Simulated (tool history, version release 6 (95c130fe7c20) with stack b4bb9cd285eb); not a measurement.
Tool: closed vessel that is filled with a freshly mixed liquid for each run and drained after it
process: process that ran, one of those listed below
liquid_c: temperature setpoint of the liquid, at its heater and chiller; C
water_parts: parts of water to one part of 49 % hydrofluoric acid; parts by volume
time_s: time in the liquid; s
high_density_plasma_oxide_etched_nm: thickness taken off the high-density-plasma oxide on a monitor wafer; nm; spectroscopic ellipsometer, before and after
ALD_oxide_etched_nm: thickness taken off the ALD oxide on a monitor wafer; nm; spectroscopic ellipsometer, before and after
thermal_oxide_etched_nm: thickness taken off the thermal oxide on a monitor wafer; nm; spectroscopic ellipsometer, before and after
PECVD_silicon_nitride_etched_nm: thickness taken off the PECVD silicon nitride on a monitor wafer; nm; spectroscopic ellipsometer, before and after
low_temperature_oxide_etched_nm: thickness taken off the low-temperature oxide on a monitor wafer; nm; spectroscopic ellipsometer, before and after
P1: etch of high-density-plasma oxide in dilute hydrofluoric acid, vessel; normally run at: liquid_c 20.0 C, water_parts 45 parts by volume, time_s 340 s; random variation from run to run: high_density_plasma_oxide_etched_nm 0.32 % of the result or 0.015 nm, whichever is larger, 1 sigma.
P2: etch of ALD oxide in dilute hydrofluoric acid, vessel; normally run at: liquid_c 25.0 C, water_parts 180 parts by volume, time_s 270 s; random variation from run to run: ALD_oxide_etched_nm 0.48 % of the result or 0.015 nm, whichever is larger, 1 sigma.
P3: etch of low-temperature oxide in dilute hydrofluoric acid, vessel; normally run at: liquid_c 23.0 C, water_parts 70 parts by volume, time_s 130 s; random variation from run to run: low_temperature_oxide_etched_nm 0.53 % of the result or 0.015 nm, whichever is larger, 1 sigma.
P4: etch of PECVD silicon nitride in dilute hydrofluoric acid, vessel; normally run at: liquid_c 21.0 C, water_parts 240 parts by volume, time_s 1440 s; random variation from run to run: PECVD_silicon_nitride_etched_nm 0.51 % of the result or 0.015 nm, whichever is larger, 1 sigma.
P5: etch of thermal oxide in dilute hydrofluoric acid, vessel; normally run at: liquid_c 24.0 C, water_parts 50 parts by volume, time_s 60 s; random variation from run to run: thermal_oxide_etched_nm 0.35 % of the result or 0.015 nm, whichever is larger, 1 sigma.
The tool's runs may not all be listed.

run,hour,process,liquid_c,water_parts,time_s,high_density_plasma_oxide_etched_nm,ALD_oxide_etched_nm,thermal_oxide_etched_nm,PECVD_silicon_nitride_etched_nm,low_temperature_oxide_etched_nm
1,4.1,P1,20.0,45,340,34.663,,,,
2,7.5,P2,25.0,180,485,,45.574,,,
3,12.6,P5,24.0,85,60,,,3.2748,,
4,17.0,P4,17.0,240,1440,,,,7.48970,
5,21.1,P2,25.0,55,270,,96.843,,,
6,26.6,P5,30.0,50,60,,,7.3660,,
7,31.1,P2,25.0,180,270,,25.022,,,
8,34.8,P1,20.0,75,340,20.110,,,,
9,38.0,P5,24.0,50,60,,,5.7754,,
10,40.4,P1,20.0,20,340,80.642,,,,
11,44.1,P4,21.0,240,1440,,,,9.76250,
12,47.1,P3,23.0,105,130,,,,,12.9390
13,49.8,P1,26.5,45,340,45.372,,,,
14,54.1,P3,23.0,70,130,,,,,20.2730
15,58.2,P3,23.0,70,30,,,,,4.6616
16,61.0,P1,20.0,45,340,34.734,,,,
17,65.9,P1,20.0,45,110,11.243,,,,
18,69.5,P5,24.0,50,30,,,2.8975,,
19,73.9,P5,24.0,50,60,,,5.8278,,
20,78.4,P4,21.0,410,1440,,,,5.71350,
21,81.6,P1,20.0,45,340,34.683,,,,
22,86.5,P1,17.0,45,340,30.477,,,,
23,89.5,P1,20.0,45,565,57.721,,,,
24,92.8,P1,20.0,20,600,142.820,,,,
25,96.4,P1,26.5,45,150,20.030,,,,
26,99.4,P1,20.0,45,340,34.743,,,,
27,104.1,P4,21.0,240,110,,,,0.74936,
28,109.0,P2,18.0,180,270,,19.292,,,
29,112.6,P1,20.0,45,340,34.656,,,,
30,117.2,P3,30.5,70,130,,,,,27.0670
31,119.8,P1,20.0,45,340,34.796,,,,
32,124.9,P1,20.0,45,340,32.985,,,,
33,127.8,P1,20.0,45,340,32.832,,,,
34,132.5,P1,20.0,45,340,32.351,,,,
35,135.1,P1,20.0,45,340,32.255,,,,
36,140.1,P1,20.0,45,340,32.218,,,,
37,142.7,P1,20.0,45,340,32.062,,,,
38,146.3,P1,20.0,45,340,32.083,,,,

What P1 gives has crept away from where it was. These 2 causes fit the log equally well, each at the size given:
A: hydrofluoric acid flow below the setpoint (%) = 7.13
B: liquid colder than its thermometer reads (K) = 1.83
The creep began at about hour 119.8.

4 check runs are offered, one wafer each, their results left as question marks. Which one tells the causes apart?
check 1,149.9,P3,23.0,100,35,,,,,?
check 2,149.9,P4,17.0,240,925,,,,?,
check 3,149.9,P5,24.0,65,30,,,?,,
check 4,149.9,P2,25.0,95,415,,?,,,

What each check would give under each cause:
check,result,if A,if B
check 1,low_temperature_oxide_etched_nm,3.3690,3.4008
check 2,PECVD_silicon_nitride_etched_nm,4.47540,4.24670
check 3,thermal_oxide_etched_nm,2.0239,2.0349
check 4,ALD_oxide_etched_nm,75.096,75.882
How far apart the two closest causes lie, in the result that separates them most: check 1 0.94 %; check 2 5.24 %; check 3 0.54 %; check 4 1.04 %
Check 2 tells the causes apart: in the others they would give nearly the same result.

Check 2 was then run and gave: PECVD_silicon_nitride_etched_nm 4.27130 nm. Which cause is it?

It is B: liquid colder than its thermometer reads (K).

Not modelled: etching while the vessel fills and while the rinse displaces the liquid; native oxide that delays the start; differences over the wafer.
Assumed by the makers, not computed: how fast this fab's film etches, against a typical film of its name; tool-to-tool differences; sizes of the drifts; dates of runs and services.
